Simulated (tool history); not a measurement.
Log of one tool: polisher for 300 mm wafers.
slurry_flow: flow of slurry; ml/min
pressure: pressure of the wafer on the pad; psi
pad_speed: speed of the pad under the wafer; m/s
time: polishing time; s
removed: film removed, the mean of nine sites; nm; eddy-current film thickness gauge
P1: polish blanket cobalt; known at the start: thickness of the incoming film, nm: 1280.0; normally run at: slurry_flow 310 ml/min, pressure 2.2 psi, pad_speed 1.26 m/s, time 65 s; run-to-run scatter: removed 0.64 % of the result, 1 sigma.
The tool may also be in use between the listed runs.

run	day	slurry_flow	pressure	pad_speed	time	wafers polished on this pad	hours since the slurry nozzle was cleaned	hours since the head pressure was calibrated	removed
1	0.196	310	2.2	1.26	65	179	534.5	626.0	376.52
2	0.388	185	2.2	1.26	65	231	539.1	630.6	352.62
3	0.633	310	2.2	1.26	46	299	545.0	636.5	269.54
4	1.038	310	2.2	1.26	65	411	554.7	646.2	380.60
5	1.258	310	1.0	1.26	65	472	560.0	651.5	170.14
6	1.475	310	2.2	1.94	65	531	565.2	656.7	571.37
7	1.867	310	2.8	1.26	65	639	574.6	666.1	475.59
8	2.083	310	2.2	0.58	65	699	579.8	671.3	173.72
9	2.429	185	1.3	1.26	65	795	588.1	679.6	210.26
10	2.658	310	2.2	1.26	65	858	593.6	685.1	372.64
11	2.954	225	2.2	1.26	101	939	600.7	692.2	563.12
12	3.212	445	2.2	1.26	65	1011	606.9	698.4	383.47
13	3.588	310	2.2	1.26	65	1114	615.9	707.4	376.91
14	3.979	310	2.2	1.26	100	1222	625.3	716.8	580.55
15	4.183	310	2.2	1.26	65	1278	630.2	721.7	376.52
16	4.525	310	2.2	1.26	65	1373	638.4	729.9	373.64
17	4.800	310	2.2	1.26	65	1449	645.0	736.5	373.41
18	5.129	310	2.2	1.26	65	1539	652.9	744.4	367.00
19	5.471	310	2.2	1.26	65	1634	661.1	752.6	366.70
20	5.771	310	2.2	1.26	65	1716	668.3	759.8	363.31
# day 5.858: head pressure recalibrated
21	6.058	310	2.2	1.26	65	1796	675.2	4.8	359.03
22	6.379	310	2.2	1.26	65	1884	682.9	12.5	362.57
23	6.638	310	2.2	1.26	65	1955	689.1	18.7	361.78
24	6.842	310	2.2	1.26	65	2012	694.0	23.6	362.06
25	7.167	310	2.2	1.26	65	2101	701.8	31.4	365.45
26	7.533	310	2.2	1.26	65	2202	710.6	40.2	360.81

What P1 gives has crept away from where it was. These 2 causes fit the log equally well, each at the size given:
A: slurry flow missing at the pad, % = 29.7
B: removal rate lost through wear of the pad, % = 3.61
The creep began at about day 4.525.
Why every other cause is out:
head's pressure below its setpoint, %: serviced at day 5.858, which brought nothing back

4 check runs are offered, each on 5 wafers whose results are averaged, their results left as question marks. Which one tells the causes apart?
check 1	7.900	310	1.2	1.26	98				?
check 2	7.900	310	2.2	1.00	99				?
check 3	7.900	185	2.2	1.26	65				?
check 4	7.900	310	2.2	0.66	65				?

What each check would give under each cause:
check	result	if A	if B
check 1	removed	297.68	297.68
check 2	removed	437.56	437.56
check 3	removed	333.65	341.40
check 4	removed	189.61	189.61
How far apart the two closest causes lie, in the result that separates them most: check 1 0 %; check 2 0 %; check 3 2.3 %; check 4 0 %
Check 3 tells the causes apart: in the others they would give nearly the same result.

Then check 3 was run and gave: removed 333.91 nm. Which cause is it?

It is A: slurry flow missing at the pad, %.
